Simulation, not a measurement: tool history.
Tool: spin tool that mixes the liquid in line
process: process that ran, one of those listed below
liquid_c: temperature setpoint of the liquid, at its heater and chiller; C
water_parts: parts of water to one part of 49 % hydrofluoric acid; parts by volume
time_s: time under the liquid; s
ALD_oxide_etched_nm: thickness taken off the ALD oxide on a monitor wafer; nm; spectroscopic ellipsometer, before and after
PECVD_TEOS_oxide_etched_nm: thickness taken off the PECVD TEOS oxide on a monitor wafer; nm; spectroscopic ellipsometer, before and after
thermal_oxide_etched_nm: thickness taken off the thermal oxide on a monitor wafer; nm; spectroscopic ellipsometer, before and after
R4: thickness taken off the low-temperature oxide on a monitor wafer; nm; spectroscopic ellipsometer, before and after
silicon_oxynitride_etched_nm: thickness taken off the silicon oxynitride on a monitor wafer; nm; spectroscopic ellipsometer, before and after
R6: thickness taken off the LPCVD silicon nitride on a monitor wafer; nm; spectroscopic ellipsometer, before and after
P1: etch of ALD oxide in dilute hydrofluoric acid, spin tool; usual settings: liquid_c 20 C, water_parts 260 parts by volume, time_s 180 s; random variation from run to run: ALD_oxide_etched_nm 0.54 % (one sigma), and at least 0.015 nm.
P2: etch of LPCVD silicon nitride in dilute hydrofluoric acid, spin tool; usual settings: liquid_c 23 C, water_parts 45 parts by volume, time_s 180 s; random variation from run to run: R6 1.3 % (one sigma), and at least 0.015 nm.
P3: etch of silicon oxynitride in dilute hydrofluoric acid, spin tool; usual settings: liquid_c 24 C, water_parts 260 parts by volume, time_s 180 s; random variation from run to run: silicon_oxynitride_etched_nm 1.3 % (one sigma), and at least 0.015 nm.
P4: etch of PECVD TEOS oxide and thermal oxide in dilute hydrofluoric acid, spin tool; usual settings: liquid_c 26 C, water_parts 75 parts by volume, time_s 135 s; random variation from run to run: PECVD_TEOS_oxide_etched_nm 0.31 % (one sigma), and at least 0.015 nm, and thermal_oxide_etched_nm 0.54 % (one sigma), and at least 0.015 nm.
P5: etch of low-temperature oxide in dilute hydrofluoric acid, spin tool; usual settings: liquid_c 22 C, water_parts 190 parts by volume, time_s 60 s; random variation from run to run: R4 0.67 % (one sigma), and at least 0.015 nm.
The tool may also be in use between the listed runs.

{"run": 1, "hour": 8.9, "process": "P1", "liquid_c": 20, "water_parts": 260, "time_s": 180, "ALD_oxide_etched_nm": 15.937}
{"run": 2, "hour": 18.3, "process": "P4", "liquid_c": 26, "water_parts": 75, "time_s": 135, "PECVD_TEOS_oxide_etched_nm": 34.116, "thermal_oxide_etched_nm": 9.476}
{"run": 3, "hour": 29.4, "process": "P5", "liquid_c": 22, "water_parts": 190, "time_s": 60, "R4": 4.3144}
{"hour": 33.0, "done": "thermometer replaced"}
{"run": 4, "hour": 36.9, "process": "P1", "liquid_c": 17, "water_parts": 260, "time_s": 180, "ALD_oxide_etched_nm": 14.107}
{"run": 5, "hour": 44.3, "process": "P3", "liquid_c": 31.5, "water_parts": 260, "time_s": 180, "silicon_oxynitride_etched_nm": 2.5721}
{"run": 6, "hour": 56.1, "process": "P1", "liquid_c": 20, "water_parts": 260, "time_s": 180, "ALD_oxide_etched_nm": 16.054}
{"run": 7, "hour": 63.4, "process": "P1", "liquid_c": 20, "water_parts": 260, "time_s": 180, "ALD_oxide_etched_nm": 15.871}
{"run": 8, "hour": 72.5, "process": "P5", "liquid_c": 22, "water_parts": 60, "time_s": 60, "R4": 15.847}
{"run": 9, "hour": 82.0, "process": "P3", "liquid_c": 24, "water_parts": 260, "time_s": 180, "silicon_oxynitride_etched_nm": 1.8479}
{"run": 10, "hour": 91.6, "process": "P3", "liquid_c": 24, "water_parts": 260, "time_s": 300, "silicon_oxynitride_etched_nm": 3.183}
{"run": 11, "hour": 100.4, "process": "P5", "liquid_c": 22, "water_parts": 190, "time_s": 15, "R4": 1.0865}
{"hour": 100.9, "done": "hydrofluoric acid flow meter replaced"}
{"run": 12, "hour": 109.6, "process": "P4", "liquid_c": 26, "water_parts": 75, "time_s": 70, "PECVD_TEOS_oxide_etched_nm": 17.826, "thermal_oxide_etched_nm": 4.8892}
{"run": 13, "hour": 119.0, "process": "P1", "liquid_c": 20, "water_parts": 260, "time_s": 180, "ALD_oxide_etched_nm": 16.064}
{"run": 14, "hour": 129.3, "process": "P5", "liquid_c": 27.5, "water_parts": 190, "time_s": 60, "R4": 5.2934}
{"run": 15, "hour": 135.6, "process": "P4", "liquid_c": 34, "water_parts": 75, "time_s": 135, "PECVD_TEOS_oxide_etched_nm": 46.678, "thermal_oxide_etched_nm": 12.883}
{"run": 16, "hour": 144.5, "process": "P1", "liquid_c": 20, "water_parts": 385, "time_s": 180, "ALD_oxide_etched_nm": 9.6508}
{"run": 17, "hour": 154.0, "process": "P1", "liquid_c": 20, "water_parts": 260, "time_s": 315, "ALD_oxide_etched_nm": 28.248}
{"run": 18, "hour": 161.0, "process": "P5", "liquid_c": 22, "water_parts": 190, "time_s": 60, "R4": 4.339}
{"run": 19, "hour": 171.9, "process": "P2", "liquid_c": 23, "water_parts": 45, "time_s": 180, "R6": 1.9972}
{"run": 20, "hour": 182.5, "process": "P1", "liquid_c": 26.5, "water_parts": 260, "time_s": 180, "ALD_oxide_etched_nm": 20.24}
{"run": 21, "hour": 188.8, "process": "P1", "liquid_c": 20, "water_parts": 130, "time_s": 180, "ALD_oxide_etched_nm": 36.211}
{"run": 22, "hour": 195.9, "process": "P4", "liquid_c": 26, "water_parts": 130, "time_s": 135, "PECVD_TEOS_oxide_etched_nm": 18.509, "thermal_oxide_etched_nm": 5.101}
{"run": 23, "hour": 204.6, "process": "P2", "liquid_c": 23, "water_parts": 45, "time_s": 330, "R6": 3.6959}
{"run": 24, "hour": 214.1, "process": "P2", "liquid_c": 23, "water_parts": 80, "time_s": 180, "R6": 1.1351}
{"run": 25, "hour": 225.0, "process": "P1", "liquid_c": 20, "water_parts": 260, "time_s": 20, "ALD_oxide_etched_nm": 1.8059}
{"run": 26, "hour": 232.0, "process": "P2", "liquid_c": 17, "water_parts": 45, "time_s": 180, "R6": 1.3211}
{"run": 27, "hour": 240.9, "process": "P3", "liquid_c": 24, "water_parts": 470, "time_s": 180, "silicon_oxynitride_etched_nm": 0.87203}
{"run": 28, "hour": 253.2, "process": "P1", "liquid_c": 17, "water_parts": 110, "time_s": 180, "ALD_oxide_etched_nm": 38.576}
{"run": 29, "hour": 264.7, "process": "P1", "liquid_c": 20, "water_parts": 405, "time_s": 315, "ALD_oxide_etched_nm": 15.804}
{"run": 30, "hour": 274.0, "process": "P1", "liquid_c": 20, "water_parts": 260, "time_s": 180, "ALD_oxide_etched_nm": 16.131}
{"run": 31, "hour": 285.9, "process": "P1", "liquid_c": 17, "water_parts": 455, "time_s": 180, "ALD_oxide_etched_nm": 6.9945}
{"run": 32, "hour": 293.1, "process": "P1", "liquid_c": 20, "water_parts": 260, "time_s": 180, "ALD_oxide_etched_nm": 16.056}
{"run": 33, "hour": 299.8, "process": "P1", "liquid_c": 20, "water_parts": 260, "time_s": 180, "ALD_oxide_etched_nm": 15.87}
{"run": 34, "hour": 311.1, "process": "P1", "liquid_c": 20, "water_parts": 260, "time_s": 180, "ALD_oxide_etched_nm": 15.365}
{"run": 35, "hour": 316.4, "process": "P1", "liquid_c": 20, "water_parts": 260, "time_s": 180, "ALD_oxide_etched_nm": 15.357}
{"run": 36, "hour": 322.4, "process": "P1", "liquid_c": 20, "water_parts": 260, "time_s": 180, "ALD_oxide_etched_nm": 15.129}
{"run": 37, "hour": 333.9, "process": "P1", "liquid_c": 20, "water_parts": 260, "time_s": 180, "ALD_oxide_etched_nm": 15.252}
{"run": 38, "hour": 340.4, "process": "P1", "liquid_c": 20, "water_parts": 260, "time_s": 180, "ALD_oxide_etched_nm": 15.014}
{"run": 39, "hour": 348.3, "process": "P1", "liquid_c": 20, "water_parts": 260, "time_s": 180, "ALD_oxide_etched_nm": 15.07}
{"run": 40, "hour": 360.6, "process": "P1", "liquid_c": 20, "water_parts": 260, "time_s": 180, "ALD_oxide_etched_nm": 15.128}
{"run": 41, "hour": 372.0, "process": "P1", "liquid_c": 20, "water_parts": 260, "time_s": 180, "ALD_oxide_etched_nm": 15.041}

What P1 gives has crept away from where it was. These 2 causes fit the log equally well, each at the size given:
A: hydrofluoric acid flow below the setpoint (%) = 4.37
B: liquid colder than its thermometer reads (K) = 1.48
The creep began at about hour 293.1.

4 check runs are offered, each on 3 wafers whose results are averaged, their results left as question marks. Which one tells the causes apart?
{"run": "check 1", "hour": 383.4, "process": "P4", "liquid_c": 33.5, "water_parts": 125, "time_s": 135, "PECVD_TEOS_oxide_etched_nm": "?", "thermal_oxide_etched_nm": "?"}
{"run": "check 2", "hour": 383.4, "process": "P3", "liquid_c": 30.5, "water_parts": 260, "time_s": 300, "silicon_oxynitride_etched_nm": "?"}
{"run": "check 3", "hour": 383.4, "process": "P5", "liquid_c": 22, "water_parts": 120, "time_s": 25, "R4": "?"}
{"run": "check 4", "hour": 383.4, "process": "P2", "liquid_c": 20, "water_parts": 45, "time_s": 315, "R6": "?"}

What each check would give under each cause:
check=check_1 result=PECVD_TEOS_oxide_etched_nm if_A=24.15 if_B=24.154
check=check_1 result=thermal_oxide_etched_nm if_A=6.6572 if_B=6.6584
check=check_2 result=silicon_oxynitride_etched_nm if_A=3.8842 if_B=3.8639
check=check_3 result=R4 if_A=2.9083 if_B=2.8839
check=check_4 result=R6 if_A=2.6973 if_B=2.5399
How far apart the two closest causes lie, in the result that separates them most: check 1 0.02 %; check 2 0.52 %; check 3 0.84 %; check 4 6.01 %
Only check 4 tells the causes apart: in the others they would give nearly the same result.

Then check 4 was run and gave: R6 2.6955 nm. Which cause is it?

It is A: hydrofluoric acid flow below the setpoint (%).

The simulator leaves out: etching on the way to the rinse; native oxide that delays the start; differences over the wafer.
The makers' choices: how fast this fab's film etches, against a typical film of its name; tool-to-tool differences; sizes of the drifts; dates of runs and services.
